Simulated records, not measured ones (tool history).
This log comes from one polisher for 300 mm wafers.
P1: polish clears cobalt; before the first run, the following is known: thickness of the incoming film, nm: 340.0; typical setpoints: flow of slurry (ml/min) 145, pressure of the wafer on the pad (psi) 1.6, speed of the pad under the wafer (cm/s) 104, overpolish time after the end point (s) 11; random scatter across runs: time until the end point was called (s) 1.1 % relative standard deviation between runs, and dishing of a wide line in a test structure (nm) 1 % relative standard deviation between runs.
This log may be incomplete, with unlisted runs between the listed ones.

| run | hour | flow of slurry (ml/min) | pressure of the wafer on the pad (psi) | speed of the pad under the wafer (cm/s) | overpolish time after the end point (s) | wafers polished on this pad | hours since the slurry nozzle was cleaned | hours since the head pressure was calibrated | time until the end point was called (s) | dishing of a wide line in a test structure (nm) |
|---|---|---|---|---|---|---|---|---|---|---|
| 1 | 3.3 | 145 | 1.6 | 104 | 11 | 253 | 444.1 | 669.9 | 86.244 | 31.780 |
| 2 | 6.2 | 145 | 1.6 | 104 | 3 | 280 | 447.0 | 672.8 | 87.380 | 10.572 |
| 3 | 9.9 | 145 | 1.6 | 104 | 11 | 315 | 450.7 | 676.5 | 86.102 | 31.806 |
| 4 | 12.4 | 145 | 1.6 | 104 | 11 | 339 | 453.2 | 679.0 | 85.009 | 31.605 |
| 5 | 15.5 | 180 | 2.1 | 104 | 11 | 368 | 456.3 | 682.1 | 63.332 | 39.240 |
| 6 | 19.5 | 145 | 1.1 | 160 | 11 | 406 | 460.3 | 686.1 | 79.813 | 32.780 |
| 7 | 23.0 | 145 | 1.6 | 162 | 11 | 439 | 463.8 | 689.6 | 55.419 | 42.785 |
| 8 | 25.1 | 145 | 1.6 | 104 | 11 | 459 | 465.9 | 691.7 | 86.500 | 31.250 |
| 9 | 28.0 | 145 | 1.2 | 104 | 11 | 486 | 468.8 | 694.6 | 113.460 | 25.400 |
| 10 | 29.9 | 85 | 0.8 | 104 | 11 | 504 | 470.7 | 696.5 | 200.680 | 16.479 |
| 11 | 33.7 | 145 | 2.5 | 104 | 11 | 540 | 474.5 | 700.3 | 56.204 | 42.120 |
| 12 | 37.9 | 145 | 1.6 | 104 | 11 | 579 | 478.7 | 704.5 | 87.438 | 31.954 |
| 13 | 39.7 | 145 | 1.6 | 104 | 11 | 596 | 480.5 | 706.3 | 85.063 | 31.535 |
| 14 | 43.6 | 145 | 1.6 | 104 | 18 | 633 | 484.4 | 710.2 | 86.587 | 42.607 |
| 15 | 46.2 | 85 | 1.6 | 104 | 11 | 658 | 487.0 | 712.8 | 94.963 | 29.202 |
| 16 | 48.3 | 145 | 1.6 | 104 | 11 | 677 | 489.1 | 714.9 | 86.797 | 31.476 |
| 17 | 51.9 | 145 | 1.6 | 46 | 11 | 711 | 492.7 | 718.5 | 194.120 | 16.220 |
| 18 | 55.9 | 185 | 1.6 | 104 | 11 | 749 | 496.7 | 722.5 | 81.985 | 32.298 |
| 19 | 58.3 | 145 | 1.6 | 104 | 11 | 772 | 499.1 | 724.9 | 86.998 | 31.339 |
| 20 | 61.3 | 145 | 1.6 | 104 | 11 | 800 | 502.1 | 727.9 | 88.137 | 30.915 |
| 21 | 63.7 | 145 | 1.6 | 104 | 11 | 823 | 504.5 | 730.3 | 90.659 | 30.571 |
| 22 | 67.2 | 145 | 1.6 | 104 | 11 | 856 | 508.0 | 733.8 | 92.802 | 30.166 |
| 23 | 69.9 | 145 | 1.6 | 104 | 11 | 881 | 510.7 | 736.5 | 91.031 | 30.533 |
| 24 | 72.2 | 145 | 1.6 | 104 | 11 | 903 | 513.0 | 738.8 | 93.597 | 29.833 |
| 25 | 74.8 | 145 | 1.6 | 104 | 11 | 927 | 515.6 | 741.4 | 93.909 | 29.562 |
| 26 | 78.4 | 145 | 1.6 | 104 | 11 | 961 | 519.2 | 745.0 | 94.090 | 29.437 |
|  | 79.5 | head pressure recalibrated |
| 27 | 81.7 | 145 | 1.6 | 104 | 11 | 992 | 522.5 | 2.3 | 94.627 | 29.842 |
| 28 | 83.7 | 145 | 1.6 | 104 | 11 | 1011 | 524.5 | 4.3 | 95.278 | 29.582 |
| 29 | 86.7 | 145 | 1.6 | 104 | 11 | 1040 | 527.5 | 7.3 | 93.025 | 29.542 |

The log shows P1 creeping away from where it was. Any of the 2 causes listed here, at the size stated for it, fits the log just as well as the others:
A: removal rate lost through wear of the pad, % = 8.69
B: slurry flow missing at the pad, % = 34.3
The gradual shift began around hour 58.3.
Other possible causes, and why each is ruled out:
head's pressure below its setpoint, %: was serviced at hour 79.5, once the creep was under way, yet the earlier output never came back

Each of the check runs listed below is run on 3 wafers and reports their average, with the results left as question marks. Pick the one under which the possible causes would lead to clearly different results.
| check 1 | 89.7 | 145 | 2.0 | 160 | 11 |  |  |  | ? | ? |
| check 2 | 89.7 | 145 | 1.6 | 56 | 11 |  |  |  | ? | ? |
| check 3 | 89.7 | 90 | 1.6 | 82 | 11 |  |  |  | ? | ? |
| check 4 | 89.7 | 145 | 1.6 | 150 | 11 |  |  |  | ? | ? |

If the cause were each of the candidates in turn, the checks would give the following:
| check | result | if A | if B |
|---|---|---|---|
| check 1 | time until the end point was called (s) | 49.146 | 49.142 |
| check 1 | dishing of a wide line in a test structure (nm) | 45.122 | 45.124 |
| check 2 | time until the end point was called (s) | 175.520 | 175.510 |
| check 2 | dishing of a wide line in a test structure (nm) | 18.030 | 18.031 |
| check 3 | time until the end point was called (s) | 133.270 | 139.630 |
| check 3 | dishing of a wide line in a test structure (nm) | 22.652 | 21.805 |
| check 4 | time until the end point was called (s) | 65.527 | 65.523 |
| check 4 | dishing of a wide line in a test structure (nm) | 38.062 | 38.064 |
Smallest distance between any two causes, each pair judged by its most separating result, in per cent: check 1 0.01 %; check 2 0.01 %; check 3 4.67 %; check 4 0.01 %
Of the check runs offered, only check 3 discriminates between the causes; the rest would read about the same regardless of which cause applies.

Check 3 was then run and gave: time until the end point was called (s) 133.240; dishing of a wide line in a test structure (nm) 22.435. Which cause is it?

It was cause A: removal rate lost through wear of the pad, %.

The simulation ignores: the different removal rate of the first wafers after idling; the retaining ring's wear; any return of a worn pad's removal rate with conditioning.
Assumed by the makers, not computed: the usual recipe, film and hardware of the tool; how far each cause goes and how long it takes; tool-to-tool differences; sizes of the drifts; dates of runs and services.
